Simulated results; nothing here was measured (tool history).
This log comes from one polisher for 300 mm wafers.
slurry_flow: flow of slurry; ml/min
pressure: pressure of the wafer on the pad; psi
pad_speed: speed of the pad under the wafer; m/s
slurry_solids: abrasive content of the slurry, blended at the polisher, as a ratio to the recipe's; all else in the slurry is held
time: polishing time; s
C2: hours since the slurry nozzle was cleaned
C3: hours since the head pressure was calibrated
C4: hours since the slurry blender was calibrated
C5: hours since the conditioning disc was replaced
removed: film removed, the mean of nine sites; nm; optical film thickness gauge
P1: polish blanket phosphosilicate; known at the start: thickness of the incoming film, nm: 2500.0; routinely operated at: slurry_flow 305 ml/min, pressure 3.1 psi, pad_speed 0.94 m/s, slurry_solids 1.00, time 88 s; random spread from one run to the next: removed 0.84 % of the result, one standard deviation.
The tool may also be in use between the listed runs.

run 1 hour=8.9 | slurry_flow=305 pressure=3.1 pad_speed=0.94 slurry_solids=1.00 time=88 | wafers_polished_on_this_pad=125 C2=255.0 C3=264.2 C4=264.2 C5=52.3 | removed=652.57
run 2 hour=22.5 | slurry_flow=305 pressure=3.1 pad_speed=0.94 slurry_solids=0.55 time=88 | wafers_polished_on_this_pad=219 C2=268.6 C3=277.8 C4=277.8 C5=65.9 | removed=491.03
-- hour=34.5 slurry nozzle cleaned
run 3 hour=35.0 | slurry_flow=305 pressure=3.1 pad_speed=0.94 slurry_solids=1.45 time=88 | wafers_polished_on_this_pad=305 C2=0.6 C3=290.3 C4=290.3 C5=78.4 | removed=763.73
run 4 hour=44.9 | slurry_flow=185 pressure=3.1 pad_speed=0.94 slurry_solids=1.00 time=88 | wafers_polished_on_this_pad=373 C2=10.5 C3=300.2 C4=300.2 C5=88.3 | removed=632.36
run 5 hour=57.9 | slurry_flow=305 pressure=3.1 pad_speed=0.94 slurry_solids=1.00 time=43 | wafers_polished_on_this_pad=462 C2=23.5 C3=313.2 C4=313.2 C5=101.3 | removed=321.78
run 6 hour=67.1 | slurry_flow=305 pressure=3.1 pad_speed=0.94 slurry_solids=1.00 time=129 | wafers_polished_on_this_pad=526 C2=32.7 C3=322.4 C4=322.4 C5=110.5 | removed=960.52
run 7 hour=77.3 | slurry_flow=305 pressure=3.1 pad_speed=0.94 slurry_solids=1.00 time=88 | wafers_polished_on_this_pad=596 C2=42.9 C3=332.6 C4=332.6 C5=120.7 | removed=661.58
run 8 hour=88.1 | slurry_flow=305 pressure=3.1 pad_speed=0.50 slurry_solids=1.00 time=88 | wafers_polished_on_this_pad=670 C2=53.7 C3=343.4 C4=343.4 C5=131.5 | removed=400.42
run 9 hour=100.8 | slurry_flow=305 pressure=4.5 pad_speed=0.94 slurry_solids=1.00 time=88 | wafers_polished_on_this_pad=758 C2=66.4 C3=356.1 C4=356.1 C5=144.2 | removed=956.93
run 10 hour=109.8 | slurry_flow=305 pressure=3.1 pad_speed=0.94 slurry_solids=1.00 time=88 | wafers_polished_on_this_pad=820 C2=75.4 C3=365.1 C4=365.1 C5=153.2 | removed=659.99
run 11 hour=119.5 | slurry_flow=305 pressure=3.1 pad_speed=0.94 slurry_solids=1.00 time=88 | wafers_polished_on_this_pad=886 C2=85.1 C3=374.8 C4=374.8 C5=162.9 | removed=660.63
run 12 hour=133.2 | slurry_flow=470 pressure=3.1 pad_speed=0.94 slurry_solids=1.00 time=88 | wafers_polished_on_this_pad=981 C2=98.8 C3=388.5 C4=388.5 C5=176.6 | removed=675.14
run 13 hour=145.4 | slurry_flow=305 pressure=3.1 pad_speed=1.44 slurry_solids=1.00 time=88 | wafers_polished_on_this_pad=1065 C2=111.0 C3=400.7 C4=400.7 C5=188.8 | removed=923.02
run 14 hour=157.2 | slurry_flow=305 pressure=3.1 pad_speed=0.94 slurry_solids=1.00 time=88 | wafers_polished_on_this_pad=1146 C2=122.8 C3=412.5 C4=412.5 C5=200.6 | removed=669.50
run 15 hour=166.9 | slurry_flow=305 pressure=1.4 pad_speed=0.94 slurry_solids=1.00 time=88 | wafers_polished_on_this_pad=1213 C2=132.5 C3=422.2 C4=422.2 C5=210.3 | removed=298.28
run 16 hour=180.5 | slurry_flow=210 pressure=3.1 pad_speed=0.94 slurry_solids=1.00 time=123 | wafers_polished_on_this_pad=1306 C2=146.1 C3=435.8 C4=435.8 C5=223.9 | removed=882.12
run 17 hour=188.0 | slurry_flow=305 pressure=3.1 pad_speed=0.94 slurry_solids=1.00 time=88 | wafers_polished_on_this_pad=1358 C2=153.6 C3=443.3 C4=443.3 C5=231.4 | removed=652.94
run 18 hour=199.5 | slurry_flow=305 pressure=3.1 pad_speed=0.94 slurry_solids=1.00 time=88 | wafers_polished_on_this_pad=1437 C2=165.1 C3=454.8 C4=454.8 C5=242.9 | removed=637.47
run 19 hour=208.6 | slurry_flow=305 pressure=3.1 pad_speed=0.94 slurry_solids=1.00 time=88 | wafers_polished_on_this_pad=1500 C2=174.2 C3=463.9 C4=463.9 C5=252.0 | removed=619.01
-- hour=212.7 conditioning disc replaced and pad reconditioned
run 20 hour=214.9 | slurry_flow=305 pressure=3.1 pad_speed=0.94 slurry_solids=1.00 time=88 | wafers_polished_on_this_pad=1543 C2=180.5 C3=470.2 C4=470.2 C5=2.2 | removed=612.83
-- hour=216.5 worn pad replaced by a new one
run 21 hour=221.6 | slurry_flow=305 pressure=3.1 pad_speed=0.94 slurry_solids=1.00 time=88 | wafers_polished_on_this_pad=35 C2=187.2 C3=476.9 C4=476.9 C5=8.9 | removed=599.88
run 22 hour=230.5 | slurry_flow=305 pressure=3.1 pad_speed=0.94 slurry_solids=1.00 time=88 | wafers_polished_on_this_pad=97 C2=196.1 C3=485.8 C4=485.8 C5=17.8 | removed=603.17
-- hour=231.4 slurry nozzle cleaned
run 23 hour=238.5 | slurry_flow=305 pressure=3.1 pad_speed=0.94 slurry_solids=1.00 time=88 | wafers_polished_on_this_pad=152 C2=7.2 C3=493.8 C4=493.8 C5=25.8 | removed=596.23
run 24 hour=246.5 | slurry_flow=305 pressure=3.1 pad_speed=0.94 slurry_solids=1.00 time=88 | wafers_polished_on_this_pad=207 C2=15.2 C3=501.8 C4=501.8 C5=33.8 | removed=595.47
run 25 hour=256.4 | slurry_flow=305 pressure=3.1 pad_speed=0.94 slurry_solids=1.00 time=88 | wafers_polished_on_this_pad=275 C2=25.1 C3=511.7 C4=511.7 C5=43.7 | removed=593.08

The output of P1 has drifted from where it used to be. Each of the 2 causes below, taken at the size shown beside it, accounts for the log equally well:
A: head's pressure below its setpoint, % = 10.2
B: abrasive missing from the slurry, % = 19.9
At approximately hour 188.0, the process output began to creep.
Ruled out, with reasons:
removal rate lost through wear of the pad, %: serviced at hour 216.5, after the drift had started, without restoring the earlier output
slurry flow missing at the pad, %: serviced at hour 231.4, after the drift had started, without restoring the earlier output
time polished since the conditioner stopped cutting, s: serviced at hour 212.7, after the drift had started, without restoring the earlier output

Which of the 4 check runs listed below, each an average over 5 wafers with its results shown as question marks, gives clearly different results under the different listed causes?
run check 1 hour=266.3 | slurry_flow=305 pressure=4.5 pad_speed=0.64 slurry_solids=1.00 time=88 | removed=?
run check 2 hour=266.3 | slurry_flow=470 pressure=3.1 pad_speed=0.94 slurry_solids=1.00 time=120 | removed=?
run check 3 hour=266.3 | slurry_flow=305 pressure=3.1 pad_speed=0.94 slurry_solids=0.60 time=88 | removed=?
run check 4 hour=266.3 | slurry_flow=230 pressure=3.1 pad_speed=0.94 slurry_solids=1.00 time=46 | removed=?

If the cause were each of the candidates in turn, the checks would give the following:
check=check_1 result=removed if_A=634.00 if_B=634.38
check=check_2 result=removed if_A=835.57 if_B=836.07
check=check_3 result=removed if_A=455.87 if_B=443.58
check=check_4 result=removed if_A=301.79 if_B=301.97
Separation of the two closest causes in each check, using whichever result separates them best: check 1 0.06 %; check 2 0.06 %; check 3 2.73 %; check 4 0.06 %
The other checks would show nearly matching results whichever cause is true, so check 3 is the only one that separates the causes.

Here is what check 3 returned: removed 443.99 nm. Which cause is it?

The correct cause is B, namely: abrasive missing from the slurry, %.
